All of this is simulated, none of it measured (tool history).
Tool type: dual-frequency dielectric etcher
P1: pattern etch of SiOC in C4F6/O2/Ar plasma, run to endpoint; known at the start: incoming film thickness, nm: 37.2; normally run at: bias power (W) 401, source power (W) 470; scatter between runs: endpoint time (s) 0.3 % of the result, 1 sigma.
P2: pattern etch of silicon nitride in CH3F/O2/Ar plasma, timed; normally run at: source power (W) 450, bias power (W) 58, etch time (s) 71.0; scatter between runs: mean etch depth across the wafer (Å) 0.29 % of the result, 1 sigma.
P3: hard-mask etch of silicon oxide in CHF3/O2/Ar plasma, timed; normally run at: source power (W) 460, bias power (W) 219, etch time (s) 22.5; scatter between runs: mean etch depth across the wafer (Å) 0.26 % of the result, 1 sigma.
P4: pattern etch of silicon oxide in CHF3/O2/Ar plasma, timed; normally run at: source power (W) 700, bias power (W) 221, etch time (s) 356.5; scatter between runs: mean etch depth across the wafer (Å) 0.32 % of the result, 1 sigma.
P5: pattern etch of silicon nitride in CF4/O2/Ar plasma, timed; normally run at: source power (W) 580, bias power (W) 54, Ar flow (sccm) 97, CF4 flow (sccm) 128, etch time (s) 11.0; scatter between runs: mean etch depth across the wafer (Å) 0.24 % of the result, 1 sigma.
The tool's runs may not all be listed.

run	hour	process that ran	bias power (W)	source power (W)	Ar flow (sccm)	CF4 flow (sccm)	etch time (s)	endpoint time (s)	mean etch depth across the wafer (Å)
1	7.1	P1	401	470				12.699	
2	17.4	P5	54	580	97	128	7.5		173.27
3	23.5	P5	38	580	97	128	11.0		224.46
4	29.1	P1	401	470				12.685	
5	39.9	P3	219	460			22.5		422.96
6	52.0	P5	54	580	97	173	11.0		261.20
7	59.1	P4	221	700			356.5		7830.80
8	67.3	P5	54	580	97	128	11.0		252.86
9	73.1	P3	219	620			22.5		472.58
10	81.4	P1	401	470				12.671	
11	91.4	P1	401	310				14.813	
12	97.5	P3	219	460			22.5		419.97
# hour 107.8: source power generator calibrated
13	109.2	P2	58	300			71.0		407.98
14	115.7	P2	58	450			71.0		476.77
15	121.8	P3	152	460			22.5		371.42
16	128.0	P4	221	700			196.0		4318.50
17	140.0	P2	58	450			104.5		701.87
18	146.1	P2	81	450			71.0		536.90
19	156.8	P2	58	450			71.0		477.64
20	167.1	P1	242	470				15.067	
21	173.4	P1	284	370				15.631	
22	179.2	P1	401	650				11.205	
23	188.1	P5	54	780	97	128	11.0		329.06
24	196.4	P1	516	470				11.539	
25	203.5	P5	54	580	72	128	11.0		261.57
26	214.1	P3	219	460			12.5		234.29
27	221.0	P1	550	310				13.166	
28	232.2	P4	221	420			356.5		6432.00
29	242.7	P1	401	470				12.649	
30	248.2	P4	134	700			356.5		6655.20
31	258.3	P1	401	470				12.610	
32	267.1	P1	401	470				12.765	
33	275.1	P1	401	470				12.742	
34	282.1	P1	401	470				12.891	
35	291.4	P1	401	470				12.889	
36	300.0	P1	401	470				12.802	
# hour 301.9: wet clean of the chamber
37	310.3	P1	401	470				12.856	
38	317.7	P1	401	470				12.852	
39	327.3	P1	401	470				12.798	

The log shows P1 creeping away from where it was. Any of the 2 causes listed here, at the size stated for it, fits the log just as well as the others:
A: source power that arrives under what is set, % = 3.96
B: bias power that arrives under what is set, % = 4.14
The process output started creeping at around hour 258.3.
What rules out each remaining cause:
chamber walls in a state that lowers the etch rate, %: serviced at hour 301.9, which brought nothing back

Listed below are the offered check runs, one wafer per run, with question marks in place of results. For which of them would the causes give clearly different outcomes?
check 1	336.9	P2	58	350			97.5		?
check 2	336.9	P5	54	580	74	168	11.0		?
check 3	336.9	P3	219	530			13.5		?
check 4	336.9	P4	137	700			356.5		?

How each check would come out, cause by cause:
check	result	if A	if B
check 1	mean etch depth across the wafer (Å)	585.22	586.19
check 2	mean etch depth across the wafer (Å)	257.23	262.69
check 3	mean etch depth across the wafer (Å)	263.13	263.24
check 4	mean etch depth across the wafer (Å)	6591.50	6608.60
Smallest distance between any two causes, each pair judged by its most separating result, in per cent: check 1 0.16 %; check 2 2.1 %; check 3 0.04 %; check 4 0.26 %
Check 2 is the one run that separates the causes; every other check would come out nearly the same whichever cause is at work.

Running check 2 produced the following: mean etch depth across the wafer (Å) 257.31. Which one of the listed causes fits?

A is the cause: source power that arrives under what is set, %.

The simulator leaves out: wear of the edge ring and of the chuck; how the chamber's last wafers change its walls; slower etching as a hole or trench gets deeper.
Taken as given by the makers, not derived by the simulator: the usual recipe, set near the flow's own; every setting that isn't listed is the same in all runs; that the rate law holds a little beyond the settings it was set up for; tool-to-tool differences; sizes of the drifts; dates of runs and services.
